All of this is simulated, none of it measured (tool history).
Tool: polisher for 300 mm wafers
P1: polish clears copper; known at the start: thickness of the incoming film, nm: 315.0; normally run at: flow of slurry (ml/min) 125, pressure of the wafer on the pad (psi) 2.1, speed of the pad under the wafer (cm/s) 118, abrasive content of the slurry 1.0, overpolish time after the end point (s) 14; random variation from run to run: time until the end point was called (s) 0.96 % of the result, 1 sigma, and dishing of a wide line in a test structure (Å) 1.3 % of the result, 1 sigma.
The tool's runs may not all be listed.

run,hour,flow of slurry (ml/min),pressure of the wafer on the pad (psi),speed of the pad under the wafer (cm/s),abrasive content of the slurry,overpolish time after the end point (s),wafers polished on this pad,hours since the slurry nozzle was cleaned,hours since the head pressure was calibrated,hours since the slurry blender was calibrated,time until the end point was called (s),dishing of a wide line in a test structure (Å)
1,8.5,125,2.1,118,1.0,14,848,248.2,222.6,271.2,110.980,257.830
2,20.6,125,2.1,118,0.6,24,943,260.3,234.7,283.3,120.980,357.500
3,34.2,125,2.1,118,1.0,25,1049,273.9,248.3,296.9,109.350,390.490
4,45.6,125,2.1,118,1.0,14,1139,285.3,259.7,308.3,110.230,262.500
5,55.6,125,2.1,118,0.5,14,1217,295.3,269.7,318.3,126.900,227.940
6,63.6,125,2.1,118,1.0,14,1280,303.3,277.7,326.3,109.380,250.300
7,72.5,125,2.1,118,1.0,14,1349,312.2,286.6,335.2,111.620,262.170
8,85.7,125,2.1,118,1.0,14,1453,325.4,299.8,348.4,110.350,257.850
9,96.1,125,2.1,118,1.0,14,1534,335.8,310.2,358.8,109.490,250.880
10,108.6,125,2.1,118,1.0,14,1632,348.3,322.7,371.3,111.770,256.150
11,121.9,125,2.1,118,1.5,14,1736,361.6,336.0,384.6,99.731,278.100
12,134.3,125,2.1,86,1.0,14,1833,374.0,348.4,397.0,150.880,201.190
13,146.1,125,1.1,118,1.0,14,1926,385.8,360.2,408.8,210.540,144.390
14,155.5,180,2.1,118,1.0,14,1999,395.2,369.6,418.2,102.340,271.300
# hour 158.4: head pressure recalibrated
15,161.6,125,1.2,118,1.0,4,2047,401.3,3.3,424.3,192.030,49.706
16,171.7,125,2.1,178,1.0,14,2126,411.4,13.4,434.4,73.366,345.000
# hour 174.0: slurry nozzle cleaned
# hour 177.6: worn pad replaced by a new one
17,185.1,75,2.1,118,1.0,14,58,11.2,26.8,447.8,123.760,227.960
18,197.2,125,2.9,118,1.0,14,153,23.3,38.9,459.9,79.136,343.590
19,209.3,125,2.1,118,1.0,6,248,35.4,51.0,472.0,109.020,122.930
20,218.4,125,2.1,118,1.0,14,319,44.5,60.1,481.1,109.800,254.220
21,230.8,125,2.1,118,1.0,14,416,56.9,72.5,493.5,113.530,255.430
22,237.1,125,2.1,118,1.0,14,466,63.2,78.8,499.8,113.600,253.930
23,243.0,125,2.1,118,1.0,14,512,69.1,84.7,505.7,115.770,245.250

The next listed run, before its measurement:
# hour 246.6: head pressure recalibrated
24,249.3,125,2.1,118,1.0,14,561,75.4,2.7,512.0,?,?

time until the end point was called (s): 117.380
dishing of a wide line in a test structure (Å): 242.550
